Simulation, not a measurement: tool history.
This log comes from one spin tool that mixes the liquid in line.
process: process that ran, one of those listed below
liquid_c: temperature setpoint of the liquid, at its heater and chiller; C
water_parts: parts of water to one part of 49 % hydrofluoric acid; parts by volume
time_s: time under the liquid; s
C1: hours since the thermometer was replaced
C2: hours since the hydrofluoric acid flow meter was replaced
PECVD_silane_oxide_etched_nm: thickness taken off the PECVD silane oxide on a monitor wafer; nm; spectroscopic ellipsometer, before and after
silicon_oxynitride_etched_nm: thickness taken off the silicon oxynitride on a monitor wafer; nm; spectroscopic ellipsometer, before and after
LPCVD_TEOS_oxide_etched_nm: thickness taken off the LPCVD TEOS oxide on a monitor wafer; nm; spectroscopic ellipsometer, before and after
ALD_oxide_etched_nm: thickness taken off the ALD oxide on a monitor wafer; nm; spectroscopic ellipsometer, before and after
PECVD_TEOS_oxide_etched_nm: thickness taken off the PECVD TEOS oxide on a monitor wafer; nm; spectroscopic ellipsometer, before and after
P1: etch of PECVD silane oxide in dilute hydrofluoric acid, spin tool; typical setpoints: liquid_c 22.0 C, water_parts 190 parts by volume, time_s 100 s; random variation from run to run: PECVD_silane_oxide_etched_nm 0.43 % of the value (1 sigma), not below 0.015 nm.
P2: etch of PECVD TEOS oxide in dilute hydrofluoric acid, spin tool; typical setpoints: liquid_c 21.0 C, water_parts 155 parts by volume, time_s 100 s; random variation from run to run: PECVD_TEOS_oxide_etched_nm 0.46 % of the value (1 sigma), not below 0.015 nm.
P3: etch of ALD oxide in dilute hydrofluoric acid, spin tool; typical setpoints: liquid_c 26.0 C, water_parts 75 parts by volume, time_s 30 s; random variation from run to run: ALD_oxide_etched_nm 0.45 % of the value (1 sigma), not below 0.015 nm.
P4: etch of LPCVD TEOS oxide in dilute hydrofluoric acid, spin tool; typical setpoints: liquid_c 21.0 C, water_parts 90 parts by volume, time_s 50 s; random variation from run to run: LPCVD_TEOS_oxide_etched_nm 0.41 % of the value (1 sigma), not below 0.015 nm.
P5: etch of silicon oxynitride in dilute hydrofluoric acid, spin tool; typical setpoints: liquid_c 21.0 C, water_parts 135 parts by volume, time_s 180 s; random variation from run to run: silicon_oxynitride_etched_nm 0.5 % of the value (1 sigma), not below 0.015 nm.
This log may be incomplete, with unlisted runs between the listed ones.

{"run": 1, "hour": 6.2, "process": "P1", "liquid_c": 22.0, "water_parts": 190, "time_s": 100, "C1": 376.1, "C2": 381.7, "PECVD_silane_oxide_etched_nm": 13.821}
{"run": 2, "hour": 18.5, "process": "P5", "liquid_c": 21.0, "water_parts": 135, "time_s": 280, "C1": 388.4, "C2": 394.0, "silicon_oxynitride_etched_nm": 6.813}
{"run": 3, "hour": 25.2, "process": "P1", "liquid_c": 27.5, "water_parts": 190, "time_s": 100, "C1": 395.1, "C2": 400.7, "PECVD_silane_oxide_etched_nm": 16.971}
{"run": 4, "hour": 32.7, "process": "P4", "liquid_c": 21.0, "water_parts": 90, "time_s": 20, "C1": 402.6, "C2": 408.2, "LPCVD_TEOS_oxide_etched_nm": 6.3232}
{"run": 5, "hour": 42.5, "process": "P4", "liquid_c": 21.0, "water_parts": 90, "time_s": 50, "C1": 412.4, "C2": 418.0, "LPCVD_TEOS_oxide_etched_nm": 15.774}
{"run": 6, "hour": 54.0, "process": "P5", "liquid_c": 17.0, "water_parts": 135, "time_s": 180, "C1": 423.9, "C2": 429.5, "silicon_oxynitride_etched_nm": 3.6014}
{"run": 7, "hour": 65.1, "process": "P5", "liquid_c": 21.0, "water_parts": 135, "time_s": 180, "C1": 435.0, "C2": 440.6, "silicon_oxynitride_etched_nm": 4.3865}
{"run": 8, "hour": 73.6, "process": "P3", "liquid_c": 26.0, "water_parts": 75, "time_s": 30, "C1": 443.5, "C2": 449.1, "ALD_oxide_etched_nm": 11.544}
{"run": 9, "hour": 84.0, "process": "P3", "liquid_c": 34.0, "water_parts": 75, "time_s": 30, "C1": 453.9, "C2": 459.5, "ALD_oxide_etched_nm": 15.674}
{"run": 10, "hour": 96.2, "process": "P1", "liquid_c": 22.0, "water_parts": 190, "time_s": 100, "C1": 466.1, "C2": 471.7, "PECVD_silane_oxide_etched_nm": 13.95}
{"run": 11, "hour": 106.6, "process": "P1", "liquid_c": 22.0, "water_parts": 190, "time_s": 100, "C1": 476.5, "C2": 482.1, "PECVD_silane_oxide_etched_nm": 13.931}
{"run": 12, "hour": 118.2, "process": "P2", "liquid_c": 21.0, "water_parts": 155, "time_s": 100, "C1": 488.1, "C2": 493.7, "PECVD_TEOS_oxide_etched_nm": 15.527}
{"run": 13, "hour": 131.1, "process": "P4", "liquid_c": 21.0, "water_parts": 90, "time_s": 50, "C1": 501.0, "C2": 506.6, "LPCVD_TEOS_oxide_etched_nm": 15.957}
{"run": 14, "hour": 138.7, "process": "P4", "liquid_c": 27.5, "water_parts": 90, "time_s": 50, "C1": 508.6, "C2": 514.2, "LPCVD_TEOS_oxide_etched_nm": 20.6}
{"run": 15, "hour": 149.9, "process": "P3", "liquid_c": 26.0, "water_parts": 120, "time_s": 30, "C1": 519.8, "C2": 525.4, "ALD_oxide_etched_nm": 6.8659}
{"run": 16, "hour": 161.6, "process": "P2", "liquid_c": 21.0, "water_parts": 155, "time_s": 175, "C1": 531.5, "C2": 537.1, "PECVD_TEOS_oxide_etched_nm": 27.378}
{"run": 17, "hour": 172.6, "process": "P1", "liquid_c": 22.0, "water_parts": 290, "time_s": 100, "C1": 542.5, "C2": 548.1, "PECVD_silane_oxide_etched_nm": 8.28}
{"run": 18, "hour": 184.5, "process": "P5", "liquid_c": 21.0, "water_parts": 135, "time_s": 180, "C1": 554.4, "C2": 560.0, "silicon_oxynitride_etched_nm": 4.3727}
{"run": 19, "hour": 194.1, "process": "P1", "liquid_c": 22.0, "water_parts": 270, "time_s": 55, "C1": 564.0, "C2": 569.6, "PECVD_silane_oxide_etched_nm": 4.9824}
{"run": 20, "hour": 203.4, "process": "P2", "liquid_c": 21.0, "water_parts": 155, "time_s": 100, "C1": 573.3, "C2": 578.9, "PECVD_TEOS_oxide_etched_nm": 15.625}
{"run": 21, "hour": 214.2, "process": "P5", "liquid_c": 21.0, "water_parts": 55, "time_s": 180, "C1": 584.1, "C2": 589.7, "silicon_oxynitride_etched_nm": 11.543}
{"run": 22, "hour": 220.4, "process": "P2", "liquid_c": 29.0, "water_parts": 155, "time_s": 100, "C1": 590.3, "C2": 595.9, "PECVD_TEOS_oxide_etched_nm": 21.126}
{"run": 23, "hour": 227.4, "process": "P1", "liquid_c": 22.0, "water_parts": 190, "time_s": 100, "C1": 597.3, "C2": 602.9, "PECVD_silane_oxide_etched_nm": 13.951}
{"run": 24, "hour": 236.8, "process": "P3", "liquid_c": 26.0, "water_parts": 75, "time_s": 30, "C1": 606.7, "C2": 612.3, "ALD_oxide_etched_nm": 11.529}
{"run": 25, "hour": 242.8, "process": "P1", "liquid_c": 22.0, "water_parts": 110, "time_s": 100, "C1": 612.7, "C2": 618.3, "PECVD_silane_oxide_etched_nm": 26.428}
{"run": 26, "hour": 254.3, "process": "P1", "liquid_c": 17.0, "water_parts": 190, "time_s": 25, "C1": 624.2, "C2": 629.8, "PECVD_silane_oxide_etched_nm": 2.8664}
{"run": 27, "hour": 267.4, "process": "P4", "liquid_c": 21.0, "water_parts": 160, "time_s": 50, "C1": 637.3, "C2": 642.9, "LPCVD_TEOS_oxide_etched_nm": 8.2529}
{"run": 28, "hour": 277.0, "process": "P2", "liquid_c": 21.0, "water_parts": 245, "time_s": 100, "C1": 646.9, "C2": 652.5, "PECVD_TEOS_oxide_etched_nm": 8.9514}
{"run": 29, "hour": 289.0, "process": "P3", "liquid_c": 26.0, "water_parts": 75, "time_s": 60, "C1": 658.9, "C2": 664.5, "ALD_oxide_etched_nm": 23.158}
{"run": 30, "hour": 296.1, "process": "P1", "liquid_c": 22.0, "water_parts": 190, "time_s": 165, "C1": 666.0, "C2": 671.6, "PECVD_silane_oxide_etched_nm": 23.099}
{"run": 31, "hour": 302.8, "process": "P1", "liquid_c": 22.0, "water_parts": 190, "time_s": 15, "C1": 672.7, "C2": 678.3, "PECVD_silane_oxide_etched_nm": 2.107}
{"run": 32, "hour": 310.3, "process": "P1", "liquid_c": 17.0, "water_parts": 190, "time_s": 100, "C1": 680.2, "C2": 685.8, "PECVD_silane_oxide_etched_nm": 11.417}
{"run": 33, "hour": 322.7, "process": "P1", "liquid_c": 22.0, "water_parts": 190, "time_s": 100, "C1": 692.6, "C2": 698.2, "PECVD_silane_oxide_etched_nm": 13.826}
{"run": 34, "hour": 329.2, "process": "P1", "liquid_c": 22.0, "water_parts": 190, "time_s": 100, "C1": 699.1, "C2": 704.7, "PECVD_silane_oxide_etched_nm": 13.874}
{"run": 35, "hour": 339.2, "process": "P1", "liquid_c": 22.0, "water_parts": 190, "time_s": 100, "C1": 709.1, "C2": 714.7, "PECVD_silane_oxide_etched_nm": 14.421}
{"run": 36, "hour": 347.1, "process": "P1", "liquid_c": 22.0, "water_parts": 190, "time_s": 100, "C1": 717.0, "C2": 722.6, "PECVD_silane_oxide_etched_nm": 14.773}

Run 37, settings as shown, results not yet in. Your forecast:
{"run": 37, "hour": 359.9, "process": "P1", "liquid_c": 22.0, "water_parts": 190, "time_s": 100, "C1": 729.8, "C2": 735.4, "PECVD_silane_oxide_etched_nm": "?"}

{"run 37": {"PECVD_silane_oxide_etched_nm": 14.917}}
